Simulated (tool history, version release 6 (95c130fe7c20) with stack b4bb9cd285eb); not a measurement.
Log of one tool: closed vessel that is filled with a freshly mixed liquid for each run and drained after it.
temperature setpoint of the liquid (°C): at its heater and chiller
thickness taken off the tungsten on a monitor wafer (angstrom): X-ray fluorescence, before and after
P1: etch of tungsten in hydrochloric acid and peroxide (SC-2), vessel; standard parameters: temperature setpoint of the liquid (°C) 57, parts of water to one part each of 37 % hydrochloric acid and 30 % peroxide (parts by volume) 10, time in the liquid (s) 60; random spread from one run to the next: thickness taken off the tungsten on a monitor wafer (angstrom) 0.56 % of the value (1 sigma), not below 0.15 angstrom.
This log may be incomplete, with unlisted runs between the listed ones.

run   hour  temperature setpoint of the liquid (°C)  parts of water to one part each of 37 % hydrochloric acid and 30 % peroxide (parts by volume)  time in the liquid (s)  hours since the thermometer was replaced  hours since the chemicals flow meter was replaced  hours since the drum of peroxide was connected  thickness taken off the tungsten on a monitor wafer (angstrom)
  1   10.1                                       57                                                                                             10                      60                                    2333.3                                              310.9                                           956.8                                                          340.66
  2   21.8                                       57                                                                                             10                      60                                      2345                                              322.6                                           968.5                                                          341.16
  3   29.5                                       57                                                                                             10                      60                                    2352.7                                              330.3                                           976.2                                                           336.8
  4   37.1                                       57                                                                                             10                      30                                    2360.3                                              337.9                                           983.8                                                          171.32
  5     47                                       57                                                                                             10                      60                                    2370.2                                              347.8                                           993.7                                                          339.79
  6   63.5                                       57                                                                                           17.5                      60                                    2386.7                                              364.3                                          1010.2                                                          208.82
  7     75                                       57                                                                                             10                     100                                    2398.2                                              375.8                                          1021.7                                                          567.74
  8   82.5                                       66                                                                                             10                      60                                    2405.7                                              383.3                                          1029.2                                                          596.87
  9   94.9                                       57                                                                                             10                      60                                    2418.1                                              395.7                                          1041.6                                                          337.49
       103  -- thermometer replaced
 10    110                                     49.5                                                                                             10                      30                                       7.1                                              410.8                                          1056.7                                                          103.71
 11  121.6                                       57                                                                                             10                      60                                      18.7                                              422.4                                          1068.3                                                          338.68
 12  132.4                                       41                                                                                             10                      60                                      29.5                                              433.2                                          1079.1                                                          115.35
 13  143.8                                       57                                                                                              4                      60                                      40.9                                              444.6                                          1090.5                                                          676.59
 14  157.6                                       57                                                                                             10                      60                                      54.7                                              458.4                                          1104.3                                                           338.1
 15  168.1                                       57                                                                                             10                      60                                      65.2                                              468.9                                          1114.8                                                          333.05
 16  177.3                                       57                                                                                             10                      60                                      74.4                                              478.1                                            1124                                                          324.82
 17  188.2                                       57                                                                                             10                      60                                      85.3                                                489                                          1134.9                                                           321.3
 18  197.6                                       57                                                                                             10                      60                                      94.7                                              498.4                                          1144.3                                                          319.04
 19  208.1                                       57                                                                                             10                      60                                     105.2                                              508.9                                          1154.8                                                          319.41
 20  222.6                                       57                                                                                             10                      60                                     119.7                                              523.4                                          1169.3                                                           312.7
     228.5  -- new drum of peroxide connected
 21  231.8                                       57                                                                                             10                      60                                     128.9                                              532.6                                             3.4                                                          312.85
 22  245.9                                       57                                                                                             10                      60                                       143                                              546.7                                            17.5                                                          314.68
 23  256.8                                       57                                                                                             10                      60                                     153.9                                              557.6                                            28.4                                                          314.98
 24  264.9                                       57                                                                                             10                      60                                       162                                              565.7                                            36.5                                                          312.77

What P1 gives has crept away from where it was. These 2 causes fit the log equally well, each at the size given:
A: chemicals flow below the setpoint (%) = 9.45
B: liquid colder than its thermometer reads (K) = 1.31
Creep in the process output first set in at about hour 157.6.
Ruled out, with reasons:
peroxide weaker than its label (%): serviced at hour 228.5, which brought nothing back

The list below offers 4 check runs, each averaging the results of 3 wafers, and shows each result as a question mark. For which of them would the listed causes give clearly different results?
check 1   273                                     51.5                                                                                             10                      60                                                                                                                                                                                                            ?
check 2   273                                     47.5                                                                                             10                      60                                                                                                                                                                                                            ?
check 3   273                                       57                                                                                           14.5                      60                                                                                                                                                                                                            ?
check 4   273                                       43                                                                                              4                      60                                                                                                                                                                                                            ?

Predicted outcomes, by check and by cause:
  check                                                          result    if A    if B
check 1  thickness taken off the tungsten on a monitor wafer (angstrom)   218.8  218.04
check 2  thickness taken off the tungsten on a monitor wafer (angstrom)  167.44  166.49
check 3  thickness taken off the tungsten on a monitor wafer (angstrom)  226.49  227.33
check 4  thickness taken off the tungsten on a monitor wafer (angstrom)  249.86  243.83
How far apart the two closest causes lie, in the result that separates them most: check 1 0.35 %; check 2 0.57 %; check 3 0.37 %; check 4 2.44 %
Only in check 4 would the causes give clearly different results; in the remaining checks their results would be nearly the same.

Check 4 was then run and gave: thickness taken off the tungsten on a monitor wafer (angstrom) 243.3. Which cause is it?

The cause is B: liquid colder than its thermometer reads (K).
